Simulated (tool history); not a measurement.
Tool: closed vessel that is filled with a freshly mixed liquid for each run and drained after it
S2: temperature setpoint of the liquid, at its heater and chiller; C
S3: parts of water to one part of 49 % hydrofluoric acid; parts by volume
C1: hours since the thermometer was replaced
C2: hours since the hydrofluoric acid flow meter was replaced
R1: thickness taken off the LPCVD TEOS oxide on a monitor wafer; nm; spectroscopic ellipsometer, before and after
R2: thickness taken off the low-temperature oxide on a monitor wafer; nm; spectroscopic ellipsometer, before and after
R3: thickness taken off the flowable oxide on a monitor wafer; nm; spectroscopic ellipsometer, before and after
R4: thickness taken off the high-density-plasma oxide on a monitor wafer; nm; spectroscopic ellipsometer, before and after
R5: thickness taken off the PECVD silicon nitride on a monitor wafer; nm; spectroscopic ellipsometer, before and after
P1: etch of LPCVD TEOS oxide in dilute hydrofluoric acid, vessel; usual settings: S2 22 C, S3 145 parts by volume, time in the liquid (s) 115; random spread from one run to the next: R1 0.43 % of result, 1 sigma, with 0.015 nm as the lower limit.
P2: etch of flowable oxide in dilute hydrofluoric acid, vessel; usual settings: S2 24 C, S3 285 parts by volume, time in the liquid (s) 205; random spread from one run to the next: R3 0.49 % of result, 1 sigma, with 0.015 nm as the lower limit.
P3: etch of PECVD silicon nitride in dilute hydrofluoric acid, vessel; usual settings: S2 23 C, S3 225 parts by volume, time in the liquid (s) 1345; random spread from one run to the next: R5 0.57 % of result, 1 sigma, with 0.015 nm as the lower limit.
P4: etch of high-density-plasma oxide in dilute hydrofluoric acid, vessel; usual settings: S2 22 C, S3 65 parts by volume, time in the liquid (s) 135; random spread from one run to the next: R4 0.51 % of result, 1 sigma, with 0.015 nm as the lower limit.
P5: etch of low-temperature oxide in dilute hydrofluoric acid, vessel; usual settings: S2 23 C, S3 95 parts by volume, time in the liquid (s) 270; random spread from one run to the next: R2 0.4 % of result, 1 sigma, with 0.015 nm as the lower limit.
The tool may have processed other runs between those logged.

{"run": 1, "hour": 8.4, "process that ran": "P1", "S2": 22, "S3": 145, "time in the liquid (s)": 115, "C1": 1332.6, "C2": 274.8, "R1": 13.372}
{"run": 2, "hour": 19.4, "process that ran": "P1", "S2": 22, "S3": 145, "time in the liquid (s)": 115, "C1": 1343.6, "C2": 285.8, "R1": 13.319}
{"run": 3, "hour": 30.1, "process that ran": "P1", "S2": 17.5, "S3": 145, "time in the liquid (s)": 115, "C1": 1354.3, "C2": 296.5, "R1": 11.201}
{"run": 4, "hour": 39.5, "process that ran": "P5", "S2": 23, "S3": 95, "time in the liquid (s)": 270, "C1": 1363.7, "C2": 305.9, "R2": 27.879}
{"run": 5, "hour": 48.5, "process that ran": "P1", "S2": 22, "S3": 230, "time in the liquid (s)": 115, "C1": 1372.7, "C2": 314.9, "R1": 7.735}
{"run": 6, "hour": 57.3, "process that ran": "P1", "S2": 22, "S3": 145, "time in the liquid (s)": 115, "C1": 1381.5, "C2": 323.7, "R1": 13.492}
{"run": 7, "hour": 68.1, "process that ran": "P2", "S2": 18.5, "S3": 285, "time in the liquid (s)": 205, "C1": 1392.3, "C2": 334.5, "R3": 21.304}
{"run": 8, "hour": 84.1, "process that ran": "P1", "S2": 22, "S3": 145, "time in the liquid (s)": 50, "C1": 1408.3, "C2": 350.5, "R1": 5.8598}
{"run": 9, "hour": 92.3, "process that ran": "P4", "S2": 22, "S3": 20, "time in the liquid (s)": 135, "C1": 1416.5, "C2": 358.7, "R4": 36.179}
{"run": 10, "hour": 110.1, "process that ran": "P1", "S2": 29, "S3": 145, "time in the liquid (s)": 115, "C1": 1434.3, "C2": 376.5, "R1": 17.557}
{"run": 11, "hour": 123.8, "process that ran": "P1", "S2": 22, "S3": 145, "time in the liquid (s)": 205, "C1": 1448, "C2": 390.2, "R1": 23.938}
{"run": 12, "hour": 135.5, "process that ran": "P5", "S2": 23, "S3": 95, "time in the liquid (s)": 480, "C1": 1459.7, "C2": 401.9, "R2": 49.909}
{"run": 13, "hour": 145.5, "process that ran": "P4", "S2": 22, "S3": 65, "time in the liquid (s)": 260, "C1": 1469.7, "C2": 411.9, "R4": 20.308}
{"run": 14, "hour": 162.3, "process that ran": "P3", "S2": 23, "S3": 390, "time in the liquid (s)": 1345, "C1": 1486.5, "C2": 428.7, "R5": 5.6917}
{"run": 15, "hour": 174.6, "process that ran": "P1", "S2": 22, "S3": 45, "time in the liquid (s)": 115, "C1": 1498.8, "C2": 441, "R1": 48.843}
{"run": 16, "hour": 185.2, "process that ran": "P2", "S2": 24, "S3": 285, "time in the liquid (s)": 205, "C1": 1509.4, "C2": 451.6, "R3": 25.678}
{"run": 17, "hour": 193.1, "process that ran": "P5", "S2": 17, "S3": 95, "time in the liquid (s)": 270, "C1": 1517.3, "C2": 459.5, "R2": 21.958}
{"run": 18, "hour": 202.1, "process that ran": "P5", "S2": 23, "S3": 95, "time in the liquid (s)": 270, "C1": 1526.3, "C2": 468.5, "R2": 27.88}
{"run": 19, "hour": 216.9, "process that ran": "P1", "S2": 17, "S3": 145, "time in the liquid (s)": 165, "C1": 1541.1, "C2": 483.3, "R1": 15.767}
{"run": 20, "hour": 230.0, "process that ran": "P1", "S2": 22, "S3": 145, "time in the liquid (s)": 115, "C1": 1554.2, "C2": 496.4, "R1": 13.411}
{"run": 21, "hour": 241.2, "process that ran": "P1", "S2": 22, "S3": 145, "time in the liquid (s)": 115, "C1": 1565.4, "C2": 507.6, "R1": 13.421}
{"hour": 253.2, "done": "hydrofluoric acid flow meter replaced"}
{"run": 22, "hour": 257.3, "process that ran": "P3", "S2": 28.5, "S3": 225, "time in the liquid (s)": 1345, "C1": 1581.5, "C2": 4.2, "R5": 13.683}
{"run": 23, "hour": 268.7, "process that ran": "P4", "S2": 22, "S3": 65, "time in the liquid (s)": 135, "C1": 1592.9, "C2": 15.6, "R4": 10.564}
{"run": 24, "hour": 280.3, "process that ran": "P3", "S2": 23, "S3": 225, "time in the liquid (s)": 1345, "C1": 1604.5, "C2": 27.2, "R5": 9.8792}
{"run": 25, "hour": 293.5, "process that ran": "P2", "S2": 24, "S3": 110, "time in the liquid (s)": 205, "C1": 1617.7, "C2": 40.4, "R3": 81.198}
{"run": 26, "hour": 301.9, "process that ran": "P4", "S2": 17, "S3": 65, "time in the liquid (s)": 135, "C1": 1626.1, "C2": 48.8, "R4": 8.5927}
{"run": 27, "hour": 314.1, "process that ran": "P5", "S2": 23, "S3": 140, "time in the liquid (s)": 270, "C1": 1638.3, "C2": 61, "R2": 18.015}
{"run": 28, "hour": 328.7, "process that ran": "P1", "S2": 22, "S3": 145, "time in the liquid (s)": 115, "C1": 1652.9, "C2": 75.6, "R1": 13.501}
{"run": 29, "hour": 342.7, "process that ran": "P4", "S2": 22, "S3": 65, "time in the liquid (s)": 135, "C1": 1666.9, "C2": 89.6, "R4": 10.535}
{"run": 30, "hour": 350.6, "process that ran": "P1", "S2": 22, "S3": 145, "time in the liquid (s)": 115, "C1": 1674.8, "C2": 97.5, "R1": 13.475}
{"run": 31, "hour": 365.7, "process that ran": "P3", "S2": 23, "S3": 225, "time in the liquid (s)": 705, "C1": 1689.9, "C2": 112.6, "R5": 5.0843}
{"run": 32, "hour": 382.5, "process that ran": "P2", "S2": 24, "S3": 285, "time in the liquid (s)": 30, "C1": 1706.7, "C2": 129.4, "R3": 3.8037}
{"run": 33, "hour": 392.4, "process that ran": "P1", "S2": 22, "S3": 145, "time in the liquid (s)": 115, "C1": 1716.6, "C2": 139.3, "R1": 13.532}

Run 34 comes next. What will it give?
{"run": 34, "hour": 402.3, "process that ran": "P1", "S2": 22, "S3": 145, "time in the liquid (s)": 115, "C1": 1726.5, "C2": 149.2, "R1": "?"}

{"run 34": {"R1": 13.178}}
